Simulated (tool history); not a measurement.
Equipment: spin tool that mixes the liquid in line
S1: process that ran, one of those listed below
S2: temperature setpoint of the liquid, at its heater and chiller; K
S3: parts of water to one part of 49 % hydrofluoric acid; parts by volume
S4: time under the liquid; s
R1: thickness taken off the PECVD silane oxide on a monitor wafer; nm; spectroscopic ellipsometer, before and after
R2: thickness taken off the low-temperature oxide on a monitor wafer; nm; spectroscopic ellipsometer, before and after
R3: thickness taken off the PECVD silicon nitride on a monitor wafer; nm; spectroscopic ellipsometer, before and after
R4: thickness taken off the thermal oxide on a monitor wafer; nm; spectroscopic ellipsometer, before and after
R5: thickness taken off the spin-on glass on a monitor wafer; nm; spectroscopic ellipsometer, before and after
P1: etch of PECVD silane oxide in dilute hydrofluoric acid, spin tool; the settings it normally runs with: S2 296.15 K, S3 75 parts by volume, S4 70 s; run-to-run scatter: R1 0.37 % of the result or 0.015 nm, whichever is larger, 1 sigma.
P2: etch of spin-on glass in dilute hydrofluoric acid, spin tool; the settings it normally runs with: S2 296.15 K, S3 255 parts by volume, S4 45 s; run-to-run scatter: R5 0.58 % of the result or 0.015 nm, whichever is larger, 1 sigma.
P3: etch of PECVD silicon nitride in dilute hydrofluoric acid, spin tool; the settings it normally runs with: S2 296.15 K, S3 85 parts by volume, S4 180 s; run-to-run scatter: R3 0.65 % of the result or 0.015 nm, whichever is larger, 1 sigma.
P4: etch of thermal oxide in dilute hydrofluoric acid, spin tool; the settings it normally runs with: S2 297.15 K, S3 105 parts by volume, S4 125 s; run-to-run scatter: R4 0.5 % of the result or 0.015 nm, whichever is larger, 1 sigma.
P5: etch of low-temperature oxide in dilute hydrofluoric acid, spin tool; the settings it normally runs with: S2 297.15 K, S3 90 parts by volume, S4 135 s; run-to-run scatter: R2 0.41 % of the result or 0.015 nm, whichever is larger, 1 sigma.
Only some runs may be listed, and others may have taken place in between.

run	hour	S1	S2	S3	S4	R1	R2	R3	R4	R5
1	7.1	P1	296.15	75	70	13.905				
2	13.8	P1	290.15	20	70	43.142				
3	25.1	P5	297.15	25	135		100.72			
4	32.5	P3	296.15	85	180			3.5596		
5	41.8	P1	296.15	75	120	23.957				
6	53.4	P3	296.15	85	15			0.29818		
7	61.1	P1	302.15	75	70	17.674				
8	68.9	P1	296.15	75	70	14.006				
9	75.9	P4	297.15	105	125				5.4987	
10	85	P3	296.15	85	180			3.5405		
11	99	P4	297.15	105	15				0.63276	
12	108.9	P5	303.15	90	135		32.207			
13	120	P4	297.15	45	125				13.627	
14	127	P1	296.15	75	35	6.9694				
15	140.3	P4	297.15	105	125				5.5036	
16	151.1	P3	296.15	115	180			2.6708		
17	161.8	P4	304.15	105	125				7.2002	
18	174.9	P1	296.15	75	70	13.847				
19	186.3	P1	290.65	75	70	11.072				
20	200.8	P2	296.15	255	15					1.4821
21	208.2	P2	296.15	255	45					4.3735
22	217.9	P1	302.65	120	70	10.586				
23	224.6	P1	296.15	75	70	13.925				
24	238.4	P2	296.15	85	45					15.928
25	247.7	P2	290.15	255	45					3.4914
26	257.5	P5	297.15	90	135		25.463			
27	265.6	P1	296.15	20	70	55.993				
28	273.7	P5	297.15	90	15		2.8394			
29	287.2	P1	296.15	75	70	13.925				
30	294.6	P1	296.15	75	70	13.992				
# hour 308.9: thermometer replaced
31	309.2	P1	299.65	30	70	42.844				
32	322.7	P3	300.65	85	180			4.7909		
33	331.4	P1	296.15	115	70	8.6439				
34	344.6	P1	296.15	75	70	13.992				
35	357.5	P1	296.15	75	70	14.609				
36	368.6	P1	296.15	75	70	14.913				
37	375.7	P1	296.15	75	70	15.044				
38	385.7	P1	296.15	75	70	15.101				
39	398.9	P1	296.15	75	70	15.213				
40	412.5	P1	296.15	75	70	15.31				
41	419.4	P1	296.15	75	70	15.19				
42	431.2	P1	296.15	75	70	15.271				

P1 no longer gives what it gave before; its output has crept away from where it was. The following 2 causes, each at its listed size, fit the log equally well:
A: hydrofluoric acid flow above the setpoint (%) = 8.94
B: liquid hotter than its thermometer reads (K) = 2.32
The creep began at about hour 344.6.

Each of the 4 check runs below uses one wafer; its results are left as question marks. Which run tells the causes apart?
check 1	443	P5	300.15	90	135		?			
check 2	443	P2	296.15	140	20					?
check 3	443	P3	300.15	85	180			?		
check 4	443	P4	303.65	105	50				?	

Predicted outcomes, by check and by cause:
check	result	if A	if B
check 1	R2	31.61	31.407
check 2	R5	4.4425	4.4002
check 3	R3	5.0755	5.4099
check 4	R4	3.1004	3.0613
Per check, the gap between the least separated pair of causes, taken in the result that splits them most: check 1 0.64 %; check 2 0.96 %; check 3 6.38 %; check 4 1.27 %
Only in check 3 would the causes give clearly different results; in the remaining checks their results would be nearly the same.

Check 3 was then run and gave: R3 5.0827 nm. Which cause is it?

The cause is A: hydrofluoric acid flow above the setpoint (%).
